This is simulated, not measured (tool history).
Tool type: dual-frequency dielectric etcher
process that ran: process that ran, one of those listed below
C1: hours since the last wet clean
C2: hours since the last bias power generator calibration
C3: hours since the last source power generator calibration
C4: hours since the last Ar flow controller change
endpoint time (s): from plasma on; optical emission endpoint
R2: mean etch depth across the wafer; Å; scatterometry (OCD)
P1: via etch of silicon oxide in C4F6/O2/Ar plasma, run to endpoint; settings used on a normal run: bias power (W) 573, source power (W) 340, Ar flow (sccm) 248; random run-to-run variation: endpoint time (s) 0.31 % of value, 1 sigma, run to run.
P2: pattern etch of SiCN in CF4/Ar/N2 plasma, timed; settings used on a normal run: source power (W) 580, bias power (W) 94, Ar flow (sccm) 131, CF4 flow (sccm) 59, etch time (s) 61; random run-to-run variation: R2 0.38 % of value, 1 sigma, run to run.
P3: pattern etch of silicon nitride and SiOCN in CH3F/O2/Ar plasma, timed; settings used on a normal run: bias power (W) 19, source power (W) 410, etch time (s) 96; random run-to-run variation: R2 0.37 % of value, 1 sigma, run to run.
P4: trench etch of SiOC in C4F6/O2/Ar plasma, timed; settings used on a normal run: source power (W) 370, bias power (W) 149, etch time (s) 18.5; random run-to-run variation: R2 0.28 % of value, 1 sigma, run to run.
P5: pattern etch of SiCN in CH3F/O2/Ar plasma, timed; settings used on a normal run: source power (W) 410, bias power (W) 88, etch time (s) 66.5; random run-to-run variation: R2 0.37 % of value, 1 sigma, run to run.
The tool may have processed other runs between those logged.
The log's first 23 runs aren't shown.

{"run": 24, "hour": 326.9, "process that ran": "P2", "bias power (W)": 133, "source power (W)": 580, "Ar flow (sccm)": 131, "CF4 flow (sccm)": 59, "etch time (s)": 61, "C1": 612.5, "C2": 73.8, "C3": 205.5, "C4": 1258.7, "R2": 751.7}
{"run": 25, "hour": 337.3, "process that ran": "P3", "bias power (W)": 19, "source power (W)": 410, "etch time (s)": 96, "C1": 622.9, "C2": 84.2, "C3": 215.9, "C4": 1269.1, "R2": 122.24}
{"run": 26, "hour": 346.9, "process that ran": "P3", "bias power (W)": 19, "source power (W)": 410, "etch time (s)": 96, "C1": 632.5, "C2": 93.8, "C3": 225.5, "C4": 1278.7, "R2": 122.08}
{"run": 27, "hour": 364.9, "process that ran": "P3", "bias power (W)": 19, "source power (W)": 330, "etch time (s)": 96, "C1": 650.5, "C2": 111.8, "C3": 243.5, "C4": 1296.7, "R2": 113.65}
{"run": 28, "hour": 374.5, "process that ran": "P2", "bias power (W)": 94, "source power (W)": 580, "Ar flow (sccm)": 131, "CF4 flow (sccm)": 74, "etch time (s)": 61, "C1": 660.1, "C2": 121.4, "C3": 253.1, "C4": 1306.3, "R2": 682.73}
{"run": 29, "hour": 386.0, "process that ran": "P1", "bias power (W)": 737, "source power (W)": 440, "Ar flow (sccm)": 248, "C1": 671.6, "C2": 132.9, "C3": 264.6, "C4": 1317.8, "endpoint time (s)": 21.151}
{"run": 30, "hour": 403.8, "process that ran": "P2", "bias power (W)": 94, "source power (W)": 580, "Ar flow (sccm)": 131, "CF4 flow (sccm)": 59, "etch time (s)": 86.5, "C1": 689.4, "C2": 150.7, "C3": 282.4, "C4": 1335.6, "R2": 934.71}
{"run": 31, "hour": 420.4, "process that ran": "P4", "bias power (W)": 149, "source power (W)": 370, "etch time (s)": 18.5, "C1": 706, "C2": 167.3, "C3": 299, "C4": 1352.2, "R2": 351.64}
{"run": 32, "hour": 438.3, "process that ran": "P2", "bias power (W)": 94, "source power (W)": 580, "Ar flow (sccm)": 162, "CF4 flow (sccm)": 59, "etch time (s)": 61, "C1": 723.9, "C2": 185.2, "C3": 316.9, "C4": 1370.1, "R2": 638.66}
{"run": 33, "hour": 449.3, "process that ran": "P4", "bias power (W)": 113, "source power (W)": 370, "etch time (s)": 18.5, "C1": 734.9, "C2": 196.2, "C3": 327.9, "C4": 1381.1, "R2": 324.72}
{"run": 34, "hour": 458.8, "process that ran": "P3", "bias power (W)": 27, "source power (W)": 410, "etch time (s)": 96, "C1": 744.4, "C2": 205.7, "C3": 337.4, "C4": 1390.6, "R2": 143.25}
{"run": 35, "hour": 471.4, "process that ran": "P1", "bias power (W)": 573, "source power (W)": 340, "Ar flow (sccm)": 248, "C1": 757, "C2": 218.3, "C3": 350, "C4": 1403.2, "endpoint time (s)": 25.731}
{"run": 36, "hour": 482.9, "process that ran": "P1", "bias power (W)": 573, "source power (W)": 340, "Ar flow (sccm)": 248, "C1": 768.5, "C2": 229.8, "C3": 361.5, "C4": 1414.7, "endpoint time (s)": 25.461}
{"run": 37, "hour": 492.1, "process that ran": "P1", "bias power (W)": 573, "source power (W)": 340, "Ar flow (sccm)": 248, "C1": 777.7, "C2": 239, "C3": 370.7, "C4": 1423.9, "endpoint time (s)": 25.414}
{"hour": 502.9, "done": "Ar flow controller replaced"}
{"run": 38, "hour": 509.1, "process that ran": "P1", "bias power (W)": 573, "source power (W)": 340, "Ar flow (sccm)": 248, "C1": 794.7, "C2": 256, "C3": 387.7, "C4": 6.3, "endpoint time (s)": 25.209}
{"run": 39, "hour": 522.0, "process that ran": "P1", "bias power (W)": 573, "source power (W)": 340, "Ar flow (sccm)": 248, "C1": 807.6, "C2": 268.9, "C3": 400.6, "C4": 19.2, "endpoint time (s)": 25.277}
{"hour": 533.1, "done": "wet clean of the chamber"}
{"run": 40, "hour": 533.6, "process that ran": "P1", "bias power (W)": 573, "source power (W)": 340, "Ar flow (sccm)": 248, "C1": 0.6, "C2": 280.5, "C3": 412.2, "C4": 30.8, "endpoint time (s)": 25.311}
{"run": 41, "hour": 544.7, "process that ran": "P1", "bias power (W)": 573, "source power (W)": 340, "Ar flow (sccm)": 248, "C1": 11.7, "C2": 291.6, "C3": 423.3, "C4": 41.9, "endpoint time (s)": 25.26}

Predict the results of run 42:
{"run": 42, "hour": 559.5, "process that ran": "P1", "bias power (W)": 573, "source power (W)": 340, "Ar flow (sccm)": 248, "C1": 26.5, "C2": 306.4, "C3": 438.1, "C4": 56.7, "endpoint time (s)": "?"}

{"run 42": {"endpoint time (s)": 25.377}}

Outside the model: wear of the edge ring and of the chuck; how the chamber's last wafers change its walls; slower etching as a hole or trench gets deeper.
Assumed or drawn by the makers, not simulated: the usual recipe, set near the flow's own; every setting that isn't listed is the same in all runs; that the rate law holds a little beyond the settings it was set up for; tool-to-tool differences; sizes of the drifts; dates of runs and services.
